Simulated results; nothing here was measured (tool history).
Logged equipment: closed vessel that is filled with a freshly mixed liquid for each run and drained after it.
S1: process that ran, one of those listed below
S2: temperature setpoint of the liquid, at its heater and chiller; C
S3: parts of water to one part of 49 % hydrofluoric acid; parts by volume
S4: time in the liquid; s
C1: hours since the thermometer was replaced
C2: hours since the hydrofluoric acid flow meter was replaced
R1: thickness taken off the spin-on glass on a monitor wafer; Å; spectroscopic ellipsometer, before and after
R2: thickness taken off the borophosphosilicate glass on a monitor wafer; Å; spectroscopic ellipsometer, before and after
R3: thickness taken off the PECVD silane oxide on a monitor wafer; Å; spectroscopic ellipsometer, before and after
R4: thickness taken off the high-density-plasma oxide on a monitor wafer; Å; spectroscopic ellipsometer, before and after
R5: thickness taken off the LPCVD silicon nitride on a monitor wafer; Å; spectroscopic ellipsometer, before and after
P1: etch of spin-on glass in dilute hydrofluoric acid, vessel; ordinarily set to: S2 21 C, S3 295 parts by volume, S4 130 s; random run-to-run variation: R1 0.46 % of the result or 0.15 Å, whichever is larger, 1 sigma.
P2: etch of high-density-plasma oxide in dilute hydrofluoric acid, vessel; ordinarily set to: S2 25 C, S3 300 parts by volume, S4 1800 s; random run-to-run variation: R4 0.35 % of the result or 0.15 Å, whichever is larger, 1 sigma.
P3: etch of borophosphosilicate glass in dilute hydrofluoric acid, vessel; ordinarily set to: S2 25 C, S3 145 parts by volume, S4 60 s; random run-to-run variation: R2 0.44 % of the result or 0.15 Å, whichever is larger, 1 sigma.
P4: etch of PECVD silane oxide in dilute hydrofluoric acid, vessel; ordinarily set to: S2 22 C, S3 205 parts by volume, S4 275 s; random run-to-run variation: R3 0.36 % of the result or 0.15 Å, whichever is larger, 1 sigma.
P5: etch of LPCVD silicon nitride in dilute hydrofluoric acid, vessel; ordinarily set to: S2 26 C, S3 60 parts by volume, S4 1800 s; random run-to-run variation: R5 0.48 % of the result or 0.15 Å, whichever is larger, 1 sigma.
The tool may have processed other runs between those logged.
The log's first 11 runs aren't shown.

| run | hour | S1 | S2 | S3 | S4 | C1 | C2 | R1 | R2 | R3 | R4 | R5 |
|---|---|---|---|---|---|---|---|---|---|---|---|---|
| 12 | 164.6 | P4 | 22 | 205 | 525 | 1721.6 | 948 |  |  | 792.37 |  |  |
|  | 169.4 | hydrofluoric acid flow meter replaced |
| 13 | 174.5 | P1 | 21 | 295 | 130 | 1731.5 | 5.1 | 100.06 |  |  |  |  |
| 14 | 184.7 | P2 | 30 | 300 | 1800 | 1741.7 | 15.3 |  |  |  | 602.96 |  |
| 15 | 195.6 | P4 | 22 | 205 | 275 | 1752.6 | 26.2 |  |  | 414.72 |  |  |
| 16 | 203.9 | P2 | 25 | 130 | 1800 | 1760.9 | 34.5 |  |  |  | 1406.1 |  |
| 17 | 221.5 | P5 | 34 | 60 | 1800 | 1778.5 | 52.1 |  |  |  |  | 263.94 |
| 18 | 233.7 | P2 | 25 | 300 | 730 | 1790.7 | 64.3 |  |  |  | 206.61 |  |
| 19 | 248.6 | P1 | 21 | 440 | 210 | 1805.6 | 79.2 | 95.469 |  |  |  |  |
| 20 | 260.7 | P1 | 28.5 | 295 | 130 | 1817.7 | 91.3 | 129.98 |  |  |  |  |
| 21 | 271.9 | P1 | 21 | 295 | 130 | 1828.9 | 102.5 | 101.36 |  |  |  |  |
| 22 | 287.6 | P1 | 21 | 530 | 130 | 1844.6 | 118.2 | 45.498 |  |  |  |  |
| 23 | 299.6 | P1 | 24.5 | 295 | 50 | 1856.6 | 130.2 | 43.57 |  |  |  |  |
| 24 | 311.6 | P1 | 17 | 295 | 30 | 1868.6 | 142.2 | 19.921 |  |  |  |  |
| 25 | 320 | P5 | 26 | 60 | 1800 | 1877 | 150.6 |  |  |  |  | 158.67 |
| 26 | 335.7 | P1 | 21 | 295 | 130 | 1892.7 | 166.3 | 99.059 |  |  |  |  |

Run 27 has not been measured yet. What should we expect?
| 27 | 351.3 | P5 | 26 | 60 | 3470 | 1908.3 | 181.9 |  |  |  |  | ? |

{"run 27": {"R5": 307.25}}

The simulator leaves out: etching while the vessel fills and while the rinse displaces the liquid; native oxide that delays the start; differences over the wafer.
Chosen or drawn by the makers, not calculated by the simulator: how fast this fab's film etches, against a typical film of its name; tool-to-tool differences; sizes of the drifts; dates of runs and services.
